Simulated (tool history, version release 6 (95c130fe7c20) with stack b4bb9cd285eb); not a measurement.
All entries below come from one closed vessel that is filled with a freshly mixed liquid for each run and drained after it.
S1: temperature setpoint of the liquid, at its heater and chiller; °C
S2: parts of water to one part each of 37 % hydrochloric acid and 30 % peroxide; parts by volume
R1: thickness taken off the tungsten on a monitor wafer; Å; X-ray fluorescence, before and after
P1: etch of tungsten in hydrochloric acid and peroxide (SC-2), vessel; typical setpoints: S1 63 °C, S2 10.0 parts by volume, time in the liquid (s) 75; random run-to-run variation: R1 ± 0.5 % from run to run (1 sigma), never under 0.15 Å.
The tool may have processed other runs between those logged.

Run 1, hour 2.8: S1 63 °C, S2 10.0 parts by volume, time in the liquid (s) 75. Result: R1 345.790 Å.
Run 2, hour 6.0: S1 63 °C, S2 10.0 parts by volume, time in the liquid (s) 30. Result: R1 140.100 Å.
Run 3, hour 9.1: S1 63 °C, S2 15.5 parts by volume, time in the liquid (s) 30. Result: R1 95.953 Å.
Run 4, hour 13.1: S1 47 °C, S2 10.0 parts by volume, time in the liquid (s) 75. Result: R1 123.910 Å.
Run 5, hour 16.2: S1 63 °C, S2 10.0 parts by volume, time in the liquid (s) 75. Result: R1 350.560 Å.
Run 6, hour 20.4: S1 63 °C, S2 4.0 parts by volume, time in the liquid (s) 75. Result: R1 696.800 Å.
Run 7, hour 24.8: S1 63 °C, S2 10.0 parts by volume, time in the liquid (s) 75. Result: R1 348.260 Å.
At hour 28.7: chemicals flow meter replaced.
Run 8, hour 29.6: S1 63 °C, S2 10.0 parts by volume, time in the liquid (s) 150. Result: R1 691.590 Å.
At hour 30.1: thermometer replaced.
Run 9, hour 33.1: S1 63 °C, S2 10.0 parts by volume, time in the liquid (s) 75. Result: R1 345.690 Å.
Run 10, hour 37.1: S1 72 °C, S2 10.0 parts by volume, time in the liquid (s) 75. Result: R1 595.200 Å.
Run 11, hour 41.7: S1 63 °C, S2 17.0 parts by volume, time in the liquid (s) 75. Result: R1 219.830 Å.
Run 12, hour 45.5: S1 63 °C, S2 10.0 parts by volume, time in the liquid (s) 75. Result: R1 349.370 Å.
Run 13, hour 48.3: S1 63 °C, S2 10.0 parts by volume, time in the liquid (s) 75. Result: R1 347.860 Å.
Run 14, hour 52.0: S1 63 °C, S2 4.0 parts by volume, time in the liquid (s) 40. Result: R1 369.580 Å.
Run 15, hour 55.1: S1 63 °C, S2 10.0 parts by volume, time in the liquid (s) 75. Result: R1 347.950 Å.
Run 16, hour 59.4: S1 63 °C, S2 10.0 parts by volume, time in the liquid (s) 75. Result: R1 365.200 Å.
Run 17, hour 64.2: S1 63 °C, S2 10.0 parts by volume, time in the liquid (s) 75. Result: R1 372.270 Å.
Run 18, hour 69.2: S1 63 °C, S2 10.0 parts by volume, time in the liquid (s) 75. Result: R1 372.530 Å.
Run 19, hour 73.1: S1 63 °C, S2 10.0 parts by volume, time in the liquid (s) 75. Result: R1 376.850 Å.
Run 20, hour 77.5: S1 63 °C, S2 10.0 parts by volume, time in the liquid (s) 75. Result: R1 377.240 Å.
Run 21, hour 81.2: S1 63 °C, S2 10.0 parts by volume, time in the liquid (s) 75. Result: R1 374.640 Å.

Something has made what P1 gives creep away from where it was; the 2 causes below, each at its own stated size, fit the log equally well:
A: chemicals flow above the setpoint (%) = 10.4
B: liquid hotter than its thermometer reads (K) = 1.34
The onset of the drift is placed at about hour 55.1.
The rest of the possible causes, and what rules out each one:
peroxide weaker than its label (%): can reach only 8, and even then R1 would move by -7.4 %, too little or the wrong way

The list below offers 4 check runs, each averaging the results of 3 wafers, and shows each result as a question mark. For which of them would the listed causes give clearly different results?
Run check 1, hour 84.9: S1 72.0 °C, S2 10.0 parts by volume, time in the liquid (s) 30. Result: R1 ?.
Run check 2, hour 84.9: S1 63.0 °C, S2 14.0 parts by volume, time in the liquid (s) 125. Result: R1 ?.
Run check 3, hour 84.9: S1 72.0 °C, S2 10.0 parts by volume, time in the liquid (s) 135. Result: R1 ?.
Run check 4, hour 84.9: S1 54.5 °C, S2 4.0 parts by volume, time in the liquid (s) 75. Result: R1 ?.

What each check would give under each cause:
  check  result      if A      if B
check 1      R1   259.650   258.690
check 2      R1   474.830   473.030
check 3      R1  1168.400  1164.100
check 4      R1   434.620   444.140
Gap, in per cent, between the two causes that each check separates least, read from the result that separates them most: check 1 0.37 %; check 2 0.38 %; check 3 0.37 %; check 4 2.17 %
Only in check 4 would the causes give clearly different results; in the remaining checks their results would be nearly the same.

With check 4 done, the readings were: R1 434.520 Å. Identify which of the listed causes applies.

A is the cause: chemicals flow above the setpoint (%).
